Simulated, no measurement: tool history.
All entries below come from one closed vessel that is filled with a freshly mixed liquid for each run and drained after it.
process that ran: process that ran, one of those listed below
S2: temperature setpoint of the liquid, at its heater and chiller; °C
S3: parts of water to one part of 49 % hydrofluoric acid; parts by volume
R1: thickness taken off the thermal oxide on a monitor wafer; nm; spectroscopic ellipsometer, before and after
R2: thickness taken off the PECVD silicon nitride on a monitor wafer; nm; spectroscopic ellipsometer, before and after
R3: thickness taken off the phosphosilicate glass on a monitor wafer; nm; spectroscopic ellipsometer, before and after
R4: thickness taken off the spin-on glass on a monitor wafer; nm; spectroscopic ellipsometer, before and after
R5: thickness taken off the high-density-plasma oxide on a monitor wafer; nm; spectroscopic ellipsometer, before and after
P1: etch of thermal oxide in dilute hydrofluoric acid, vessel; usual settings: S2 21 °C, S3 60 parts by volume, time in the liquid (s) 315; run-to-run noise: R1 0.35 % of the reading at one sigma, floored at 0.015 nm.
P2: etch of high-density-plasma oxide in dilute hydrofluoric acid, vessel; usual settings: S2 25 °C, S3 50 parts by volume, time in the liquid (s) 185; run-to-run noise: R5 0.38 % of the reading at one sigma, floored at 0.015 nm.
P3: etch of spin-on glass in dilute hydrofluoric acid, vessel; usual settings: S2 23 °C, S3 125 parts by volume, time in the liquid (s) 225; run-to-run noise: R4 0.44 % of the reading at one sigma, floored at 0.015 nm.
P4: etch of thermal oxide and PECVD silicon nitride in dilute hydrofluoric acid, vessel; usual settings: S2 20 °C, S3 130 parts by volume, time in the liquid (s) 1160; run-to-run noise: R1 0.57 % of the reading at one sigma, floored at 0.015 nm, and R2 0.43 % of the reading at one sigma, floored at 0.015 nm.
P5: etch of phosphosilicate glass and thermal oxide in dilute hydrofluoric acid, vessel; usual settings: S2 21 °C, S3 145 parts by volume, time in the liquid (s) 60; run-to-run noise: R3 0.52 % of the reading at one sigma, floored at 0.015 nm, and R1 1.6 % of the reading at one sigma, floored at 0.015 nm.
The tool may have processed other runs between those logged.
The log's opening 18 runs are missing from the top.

Run 19, hour 222.7: process that ran P5, S2 21 °C, S3 145 parts by volume, time in the liquid (s) 60. Result: R1 1.552 nm, R3 40.395 nm.
Run 20, hour 230.4: process that ran P1, S2 21 °C, S3 60 parts by volume, time in the liquid (s) 525. Result: R1 39.367 nm.
Run 21, hour 241.2: process that ran P2, S2 25 °C, S3 50 parts by volume, time in the liquid (s) 185. Result: R5 25.637 nm.
At hour 246.1: thermometer replaced.
Run 22, hour 249.1: process that ran P1, S2 21 °C, S3 60 parts by volume, time in the liquid (s) 90. Result: R1 6.7226 nm.
Run 23, hour 260.6: process that ran P2, S2 33 °C, S3 50 parts by volume, time in the liquid (s) 185. Result: R5 35.03 nm.
Run 24, hour 275: process that ran P1, S2 26.5 °C, S3 60 parts by volume, time in the liquid (s) 315. Result: R1 29.693 nm.
Run 25, hour 283.3: process that ran P4, S2 20 °C, S3 130 parts by volume, time in the liquid (s) 180. Result: R1 5.4635 nm, R2 6.1196 nm.
Run 26, hour 289.9: process that ran P1, S2 21 °C, S3 60 parts by volume, time in the liquid (s) 315. Result: R1 23.595 nm.
Run 27, hour 297.3: process that ran P2, S2 25 °C, S3 75 parts by volume, time in the liquid (s) 185. Result: R5 16.589 nm.
Run 28, hour 308.1: process that ran P1, S2 21 °C, S3 60 parts by volume, time in the liquid (s) 315. Result: R1 23.587 nm.
Run 29, hour 318.8: process that ran P1, S2 21 °C, S3 60 parts by volume, time in the liquid (s) 315. Result: R1 23.44 nm.
Run 30, hour 333.4: process that ran P1, S2 21 °C, S3 60 parts by volume, time in the liquid (s) 315. Result: R1 22.53 nm.
Run 31, hour 345.7: process that ran P1, S2 21 °C, S3 60 parts by volume, time in the liquid (s) 315. Result: R1 22.001 nm.

Predict the results of run 32:
Run 32, hour 356.1: process that ran P1, S2 21 °C, S3 60 parts by volume, time in the liquid (s) 315. Result: R1 ?.

R1: 21.795 nm
